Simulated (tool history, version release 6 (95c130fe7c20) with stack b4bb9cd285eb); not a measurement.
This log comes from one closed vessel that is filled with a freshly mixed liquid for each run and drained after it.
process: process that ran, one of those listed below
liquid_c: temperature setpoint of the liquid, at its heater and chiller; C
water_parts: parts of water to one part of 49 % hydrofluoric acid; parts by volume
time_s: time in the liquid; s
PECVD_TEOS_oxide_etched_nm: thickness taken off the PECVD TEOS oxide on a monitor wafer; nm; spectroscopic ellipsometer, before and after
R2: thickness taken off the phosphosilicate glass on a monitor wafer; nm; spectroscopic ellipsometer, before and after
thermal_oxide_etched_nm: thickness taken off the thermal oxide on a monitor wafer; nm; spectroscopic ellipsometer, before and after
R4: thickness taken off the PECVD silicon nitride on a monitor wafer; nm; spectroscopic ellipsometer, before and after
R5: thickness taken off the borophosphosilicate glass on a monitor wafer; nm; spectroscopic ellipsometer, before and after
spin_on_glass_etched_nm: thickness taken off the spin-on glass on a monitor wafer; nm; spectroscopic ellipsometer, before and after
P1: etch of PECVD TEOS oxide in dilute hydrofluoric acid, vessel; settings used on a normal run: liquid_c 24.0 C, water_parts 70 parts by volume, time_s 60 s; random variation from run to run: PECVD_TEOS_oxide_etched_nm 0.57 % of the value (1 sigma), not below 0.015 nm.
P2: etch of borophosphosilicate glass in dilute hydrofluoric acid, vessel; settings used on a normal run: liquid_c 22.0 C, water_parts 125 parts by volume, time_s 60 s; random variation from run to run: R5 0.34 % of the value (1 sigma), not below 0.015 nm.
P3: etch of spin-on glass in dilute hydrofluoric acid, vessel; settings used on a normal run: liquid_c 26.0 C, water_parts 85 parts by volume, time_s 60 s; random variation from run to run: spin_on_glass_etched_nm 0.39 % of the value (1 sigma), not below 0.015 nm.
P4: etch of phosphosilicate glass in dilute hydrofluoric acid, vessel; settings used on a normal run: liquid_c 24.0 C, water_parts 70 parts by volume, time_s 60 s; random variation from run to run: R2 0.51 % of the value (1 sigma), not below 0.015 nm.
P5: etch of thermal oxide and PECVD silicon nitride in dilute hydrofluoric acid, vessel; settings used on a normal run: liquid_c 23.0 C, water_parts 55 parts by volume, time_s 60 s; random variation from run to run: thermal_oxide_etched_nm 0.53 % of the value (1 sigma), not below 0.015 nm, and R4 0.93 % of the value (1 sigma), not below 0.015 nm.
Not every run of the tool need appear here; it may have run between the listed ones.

{"run": 1, "hour": 7.8, "process": "P1", "liquid_c": 24.0, "water_parts": 70, "time_s": 60, "PECVD_TEOS_oxide_etched_nm": 15.503}
{"run": 2, "hour": 13.8, "process": "P4", "liquid_c": 28.0, "water_parts": 70, "time_s": 60, "R2": 116.44}
{"run": 3, "hour": 20.6, "process": "P4", "liquid_c": 24.0, "water_parts": 70, "time_s": 95, "R2": 156.71}
{"run": 4, "hour": 30.5, "process": "P1", "liquid_c": 17.0, "water_parts": 70, "time_s": 60, "PECVD_TEOS_oxide_etched_nm": 11.581}
{"run": 5, "hour": 35.7, "process": "P5", "liquid_c": 23.0, "water_parts": 55, "time_s": 90, "thermal_oxide_etched_nm": 7.7935, "R4": 3.6803}
{"hour": 37.8, "done": "hydrofluoric acid flow meter replaced"}
{"run": 6, "hour": 41.2, "process": "P2", "liquid_c": 22.0, "water_parts": 125, "time_s": 95, "R5": 40.164}
{"run": 7, "hour": 51.1, "process": "P1", "liquid_c": 24.0, "water_parts": 70, "time_s": 60, "PECVD_TEOS_oxide_etched_nm": 15.337}
{"run": 8, "hour": 60.4, "process": "P2", "liquid_c": 26.0, "water_parts": 125, "time_s": 60, "R5": 29.359}
{"run": 9, "hour": 68.1, "process": "P2", "liquid_c": 22.0, "water_parts": 125, "time_s": 60, "R5": 25.246}
{"run": 10, "hour": 77.7, "process": "P1", "liquid_c": 31.5, "water_parts": 70, "time_s": 60, "PECVD_TEOS_oxide_etched_nm": 20.609}
{"run": 11, "hour": 87.5, "process": "P3", "liquid_c": 26.0, "water_parts": 85, "time_s": 30, "spin_on_glass_etched_nm": 13.272}
{"run": 12, "hour": 94.6, "process": "P3", "liquid_c": 26.0, "water_parts": 25, "time_s": 60, "spin_on_glass_etched_nm": 98.563}
{"run": 13, "hour": 100.8, "process": "P1", "liquid_c": 24.0, "water_parts": 70, "time_s": 110, "PECVD_TEOS_oxide_etched_nm": 28.308}
{"run": 14, "hour": 108.9, "process": "P5", "liquid_c": 23.0, "water_parts": 105, "time_s": 60, "thermal_oxide_etched_nm": 2.6025, "R4": 1.3084}
{"run": 15, "hour": 116.4, "process": "P4", "liquid_c": 24.0, "water_parts": 70, "time_s": 60, "R2": 98.892}
{"run": 16, "hour": 125.7, "process": "P1", "liquid_c": 24.0, "water_parts": 45, "time_s": 30, "PECVD_TEOS_oxide_etched_nm": 12.41}
{"run": 17, "hour": 134.2, "process": "P2", "liquid_c": 22.0, "water_parts": 80, "time_s": 60, "R5": 41.614}
{"run": 18, "hour": 142.1, "process": "P4", "liquid_c": 24.0, "water_parts": 25, "time_s": 60, "R2": 295.34}
{"run": 19, "hour": 151.0, "process": "P5", "liquid_c": 23.0, "water_parts": 55, "time_s": 60, "thermal_oxide_etched_nm": 5.1941, "R4": 2.5004}
{"run": 20, "hour": 160.2, "process": "P1", "liquid_c": 24.0, "water_parts": 120, "time_s": 60, "PECVD_TEOS_oxide_etched_nm": 8.4131}
{"run": 21, "hour": 166.1, "process": "P1", "liquid_c": 24.0, "water_parts": 25, "time_s": 60, "PECVD_TEOS_oxide_etched_nm": 45.849}
{"run": 22, "hour": 170.8, "process": "P1", "liquid_c": 24.0, "water_parts": 70, "time_s": 60, "PECVD_TEOS_oxide_etched_nm": 15.489}
{"run": 23, "hour": 179.4, "process": "P1", "liquid_c": 24.0, "water_parts": 70, "time_s": 60, "PECVD_TEOS_oxide_etched_nm": 15.35}
{"run": 24, "hour": 184.5, "process": "P3", "liquid_c": 26.0, "water_parts": 85, "time_s": 60, "spin_on_glass_etched_nm": 26.614}
{"run": 25, "hour": 189.6, "process": "P1", "liquid_c": 24.0, "water_parts": 70, "time_s": 60, "PECVD_TEOS_oxide_etched_nm": 15.371}
{"run": 26, "hour": 197.6, "process": "P5", "liquid_c": 19.0, "water_parts": 55, "time_s": 60, "thermal_oxide_etched_nm": 4.4033, "R4": 1.8677}
{"run": 27, "hour": 206.4, "process": "P1", "liquid_c": 24.0, "water_parts": 70, "time_s": 30, "PECVD_TEOS_oxide_etched_nm": 7.7229}
{"run": 28, "hour": 214.2, "process": "P1", "liquid_c": 24.0, "water_parts": 70, "time_s": 60, "PECVD_TEOS_oxide_etched_nm": 15.391}
{"run": 29, "hour": 222.6, "process": "P3", "liquid_c": 34.0, "water_parts": 85, "time_s": 60, "spin_on_glass_etched_nm": 35.974}
{"run": 30, "hour": 229.2, "process": "P1", "liquid_c": 24.0, "water_parts": 70, "time_s": 60, "PECVD_TEOS_oxide_etched_nm": 15.517}
{"run": 31, "hour": 235.8, "process": "P1", "liquid_c": 24.0, "water_parts": 70, "time_s": 60, "PECVD_TEOS_oxide_etched_nm": 15.238}
{"run": 32, "hour": 243.6, "process": "P1", "liquid_c": 24.0, "water_parts": 70, "time_s": 60, "PECVD_TEOS_oxide_etched_nm": 16.022}

What will run 33 give?
{"run": 33, "hour": 249.3, "process": "P1", "liquid_c": 24.0, "water_parts": 70, "time_s": 60, "PECVD_TEOS_oxide_etched_nm": "?"}

{"run 33": {"PECVD_TEOS_oxide_etched_nm": 16.271}}
